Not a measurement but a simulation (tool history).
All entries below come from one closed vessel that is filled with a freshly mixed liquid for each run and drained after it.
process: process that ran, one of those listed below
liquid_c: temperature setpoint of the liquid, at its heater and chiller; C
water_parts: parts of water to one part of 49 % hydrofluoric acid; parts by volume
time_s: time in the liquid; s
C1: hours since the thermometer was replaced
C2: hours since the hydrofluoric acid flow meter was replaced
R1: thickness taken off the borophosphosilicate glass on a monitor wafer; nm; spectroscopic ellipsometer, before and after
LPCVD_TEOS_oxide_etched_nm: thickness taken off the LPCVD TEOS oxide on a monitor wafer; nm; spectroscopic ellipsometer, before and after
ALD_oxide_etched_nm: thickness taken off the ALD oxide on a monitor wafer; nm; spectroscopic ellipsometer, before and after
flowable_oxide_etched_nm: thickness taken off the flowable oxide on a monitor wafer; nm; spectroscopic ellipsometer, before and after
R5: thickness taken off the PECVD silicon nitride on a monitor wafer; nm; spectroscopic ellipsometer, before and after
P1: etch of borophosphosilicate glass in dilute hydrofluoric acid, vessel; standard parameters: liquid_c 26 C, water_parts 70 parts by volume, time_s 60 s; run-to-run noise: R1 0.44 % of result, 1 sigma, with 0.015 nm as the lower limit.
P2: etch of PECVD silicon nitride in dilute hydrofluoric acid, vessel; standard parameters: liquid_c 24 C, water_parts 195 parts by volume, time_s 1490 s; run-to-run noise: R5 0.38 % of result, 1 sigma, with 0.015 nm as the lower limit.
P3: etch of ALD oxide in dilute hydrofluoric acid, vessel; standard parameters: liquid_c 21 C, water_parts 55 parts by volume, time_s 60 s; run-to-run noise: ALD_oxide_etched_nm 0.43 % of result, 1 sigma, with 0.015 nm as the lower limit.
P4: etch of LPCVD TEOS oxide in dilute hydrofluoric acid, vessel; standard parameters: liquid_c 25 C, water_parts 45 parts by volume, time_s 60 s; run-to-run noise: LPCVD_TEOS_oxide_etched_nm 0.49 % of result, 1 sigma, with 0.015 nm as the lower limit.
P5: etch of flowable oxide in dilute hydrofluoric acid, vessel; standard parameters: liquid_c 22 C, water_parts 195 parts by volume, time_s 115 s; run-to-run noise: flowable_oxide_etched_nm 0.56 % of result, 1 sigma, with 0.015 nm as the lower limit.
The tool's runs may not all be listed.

Run 1, hour 6.2: process P1, liquid_c 26 C, water_parts 70 parts by volume, time_s 60 s; C1 322; C2 1330.3. Result: R1 34.081 nm.
Run 2, hour 11.8: process P1, liquid_c 26 C, water_parts 70 parts by volume, time_s 60 s; C1 327.6; C2 1335.9. Result: R1 34.148 nm.
Run 3, hour 20.4: process P4, liquid_c 19.5 C, water_parts 45 parts by volume, time_s 60 s; C1 336.2; C2 1344.5. Result: LPCVD_TEOS_oxide_etched_nm 54.272 nm.
Run 4, hour 26.8: process P1, liquid_c 26 C, water_parts 70 parts by volume, time_s 60 s; C1 342.6; C2 1350.9. Result: R1 34.419 nm.
Run 5, hour 35.1: process P3, liquid_c 21 C, water_parts 20 parts by volume, time_s 60 s; C1 350.9; C2 1359.2. Result: ALD_oxide_etched_nm 28.447 nm.
Run 6, hour 40.3: process P1, liquid_c 26 C, water_parts 20 parts by volume, time_s 60 s; C1 356.1; C2 1364.4. Result: R1 128.25 nm.
Run 7, hour 45.9: process P1, liquid_c 19.5 C, water_parts 70 parts by volume, time_s 60 s; C1 361.7; C2 1370. Result: R1 25.829 nm.
Run 8, hour 51.3: process P1, liquid_c 26 C, water_parts 70 parts by volume, time_s 30 s; C1 367.1; C2 1375.4. Result: R1 17.031 nm.
Run 9, hour 56.5: process P3, liquid_c 29 C, water_parts 55 parts by volume, time_s 60 s; C1 372.3; C2 1380.6. Result: ALD_oxide_etched_nm 13.612 nm.
Run 10, hour 64.2: process P1, liquid_c 26 C, water_parts 70 parts by volume, time_s 60 s; C1 380; C2 1388.3. Result: R1 33.76 nm.
Run 11, hour 72: process P5, liquid_c 22 C, water_parts 340 parts by volume, time_s 115 s; C1 387.8; C2 1396.1. Result: flowable_oxide_etched_nm 13.019 nm.
Run 12, hour 79.6: process P5, liquid_c 22 C, water_parts 195 parts by volume, time_s 60 s; C1 395.4; C2 1403.7. Result: flowable_oxide_etched_nm 13.373 nm.
Run 13, hour 90.3: process P2, liquid_c 17 C, water_parts 195 parts by volume, time_s 1490 s; C1 406.1; C2 1414.4. Result: R5 27 nm.
Run 14, hour 100.7: process P2, liquid_c 24 C, water_parts 115 parts by volume, time_s 1490 s; C1 416.5; C2 1424.8. Result: R5 72.305 nm.
Run 15, hour 107.5: process P2, liquid_c 24 C, water_parts 195 parts by volume, time_s 1490 s; C1 423.3; C2 1431.6. Result: R5 42.834 nm.
Run 16, hour 112.8: process P5, liquid_c 17 C, water_parts 195 parts by volume, time_s 115 s; C1 428.6; C2 1436.9. Result: flowable_oxide_etched_nm 21.537 nm.
Run 17, hour 119.8: process P3, liquid_c 21 C, water_parts 55 parts by volume, time_s 105 s; C1 435.6; C2 1443.9. Result: ALD_oxide_etched_nm 17.189 nm.
Run 18, hour 129: process P1, liquid_c 34 C, water_parts 70 parts by volume, time_s 60 s; C1 444.8; C2 1453.1. Result: R1 46.601 nm.
Run 19, hour 134.9: process P1, liquid_c 29.5 C, water_parts 70 parts by volume, time_s 30 s; C1 450.7; C2 1459. Result: R1 19.72 nm.
Run 20, hour 142.9: process P1, liquid_c 29.5 C, water_parts 35 parts by volume, time_s 60 s; C1 458.7; C2 1467. Result: R1 83.196 nm.
Run 21, hour 149.8: process P5, liquid_c 22 C, water_parts 195 parts by volume, time_s 115 s; C1 465.6; C2 1473.9. Result: flowable_oxide_etched_nm 25.861 nm.
Run 22, hour 160.7: process P3, liquid_c 21 C, water_parts 55 parts by volume, time_s 60 s; C1 476.5; C2 1484.8. Result: ALD_oxide_etched_nm 9.873 nm.
At hour 161.7: thermometer replaced.
Run 23, hour 166.2: process P4, liquid_c 25 C, water_parts 45 parts by volume, time_s 35 s; C1 4.5; C2 1490.3. Result: LPCVD_TEOS_oxide_etched_nm 40.042 nm.
Run 24, hour 175: process P1, liquid_c 26 C, water_parts 70 parts by volume, time_s 60 s; C1 13.3; C2 1499.1. Result: R1 34.058 nm.
Run 25, hour 184.9: process P2, liquid_c 24 C, water_parts 195 parts by volume, time_s 120 s; C1 23.2; C2 1509. Result: R5 3.4449 nm.
Run 26, hour 195.4: process P2, liquid_c 24 C, water_parts 195 parts by volume, time_s 1490 s; C1 33.7; C2 1519.5. Result: R5 42.551 nm.
Run 27, hour 205.5: process P4, liquid_c 25 C, water_parts 45 parts by volume, time_s 60 s; C1 43.8; C2 1529.6. Result: LPCVD_TEOS_oxide_etched_nm 68.669 nm.
Run 28, hour 215.5: process P1, liquid_c 26 C, water_parts 70 parts by volume, time_s 115 s; C1 53.8; C2 1539.6. Result: R1 65.77 nm.
Run 29, hour 221.5: process P4, liquid_c 25 C, water_parts 65 parts by volume, time_s 60 s; C1 59.8; C2 1545.6. Result: LPCVD_TEOS_oxide_etched_nm 46.167 nm.
Run 30, hour 232.1: process P1, liquid_c 26 C, water_parts 70 parts by volume, time_s 60 s; C1 70.4; C2 1556.2. Result: R1 34.189 nm.
Run 31, hour 237: process P1, liquid_c 26 C, water_parts 70 parts by volume, time_s 60 s; C1 75.3; C2 1561.1. Result: R1 34.082 nm.
Run 32, hour 242: process P4, liquid_c 25 C, water_parts 45 parts by volume, time_s 60 s; C1 80.3; C2 1566.1. Result: LPCVD_TEOS_oxide_etched_nm 68.336 nm.
Run 33, hour 249: process P1, liquid_c 26 C, water_parts 110 parts by volume, time_s 60 s; C1 87.3; C2 1573.1. Result: R1 20.723 nm.
Run 34, hour 258: process P1, liquid_c 26 C, water_parts 70 parts by volume, time_s 60 s; C1 96.3; C2 1582.1. Result: R1 34.059 nm.
Run 35, hour 268.1: process P1, liquid_c 26 C, water_parts 70 parts by volume, time_s 60 s; C1 106.4; C2 1592.2. Result: R1 33.3 nm.
Run 36, hour 276.5: process P1, liquid_c 26 C, water_parts 70 parts by volume, time_s 60 s; C1 114.8; C2 1600.6. Result: R1 32.481 nm.
Run 37, hour 287.3: process P1, liquid_c 26 C, water_parts 70 parts by volume, time_s 60 s; C1 125.6; C2 1611.4. Result: R1 32.103 nm.
Run 38, hour 296.8: process P1, liquid_c 26 C, water_parts 70 parts by volume, time_s 60 s; C1 135.1; C2 1620.9. Result: R1 31.938 nm.
Run 39, hour 302.8: process P1, liquid_c 26 C, water_parts 70 parts by volume, time_s 60 s; C1 141.1; C2 1626.9. Result: R1 31.752 nm.
Run 40, hour 313.4: process P1, liquid_c 26 C, water_parts 70 parts by volume, time_s 60 s; C1 151.7; C2 1637.5. Result: R1 31.629 nm.
Run 41, hour 321.4: process P1, liquid_c 26 C, water_parts 70 parts by volume, time_s 60 s; C1 159.7; C2 1645.5. Result: R1 31.474 nm.
Run 42, hour 326.9: process P1, liquid_c 26 C, water_parts 70 parts by volume, time_s 60 s; C1 165.2; C2 1651. Result: R1 31.437 nm.
Run 43, hour 334.9: process P1, liquid_c 26 C, water_parts 70 parts by volume, time_s 60 s; C1 173.2; C2 1659. Result: R1 31.519 nm.
Run 44, hour 345.8: process P1, liquid_c 26 C, water_parts 70 parts by volume, time_s 60 s; C1 184.1; C2 1669.9. Result: R1 31.576 nm.
Run 45, hour 354: process P1, liquid_c 26 C, water_parts 70 parts by volume, time_s 60 s; C1 192.3; C2 1678.1. Result: R1 31.405 nm.

Compared with where it was, what P1 gives has crept away. Each cause listed below fits the log as well as the rest, at the size given for it:
A: liquid colder than its thermometer reads (K) = 2.13
B: hydrofluoric acid flow below the setpoint (%) = 7.48
The creep began at about hour 258.

Question marks stand in for the results of the 4 check runs listed below, each run on one wafer. Under which run would the listed causes show clearly different results?
Run check 1, hour 362.2: process P2, liquid_c 24 C, water_parts 195 parts by volume, time_s 1490 s. Result: R5 ?.
Run check 2, hour 362.2: process P3, liquid_c 21 C, water_parts 55 parts by volume, time_s 60 s. Result: ALD_oxide_etched_nm ?.
Run check 3, hour 362.2: process P5, liquid_c 22 C, water_parts 195 parts by volume, time_s 115 s. Result: flowable_oxide_etched_nm ?.
Run check 4, hour 362.2: process P4, liquid_c 25 C, water_parts 45 parts by volume, time_s 60 s. Result: LPCVD_TEOS_oxide_etched_nm ?.

Predicted outcomes, by check and by cause:
  check                      result    if A    if B
check 1                          R5  37.223  39.497
check 2         ALD_oxide_etched_nm  9.0208  9.0838
check 3    flowable_oxide_etched_nm  23.994  23.701
check 4  LPCVD_TEOS_oxide_etched_nm  62.746   63.08
Gap, in per cent, between the two causes that each check separates least, read from the result that separates them most: check 1 5.93 %; check 2 0.7 %; check 3 1.23 %; check 4 0.53 %
Check 1 is the one run that separates the causes; every other check would come out nearly the same whichever cause is at work.

With check 1 done, the readings were: R5 39.576 nm. Identify which of the listed causes applies.

Of the candidate causes, it is B: hydrofluoric acid flow below the setpoint (%).

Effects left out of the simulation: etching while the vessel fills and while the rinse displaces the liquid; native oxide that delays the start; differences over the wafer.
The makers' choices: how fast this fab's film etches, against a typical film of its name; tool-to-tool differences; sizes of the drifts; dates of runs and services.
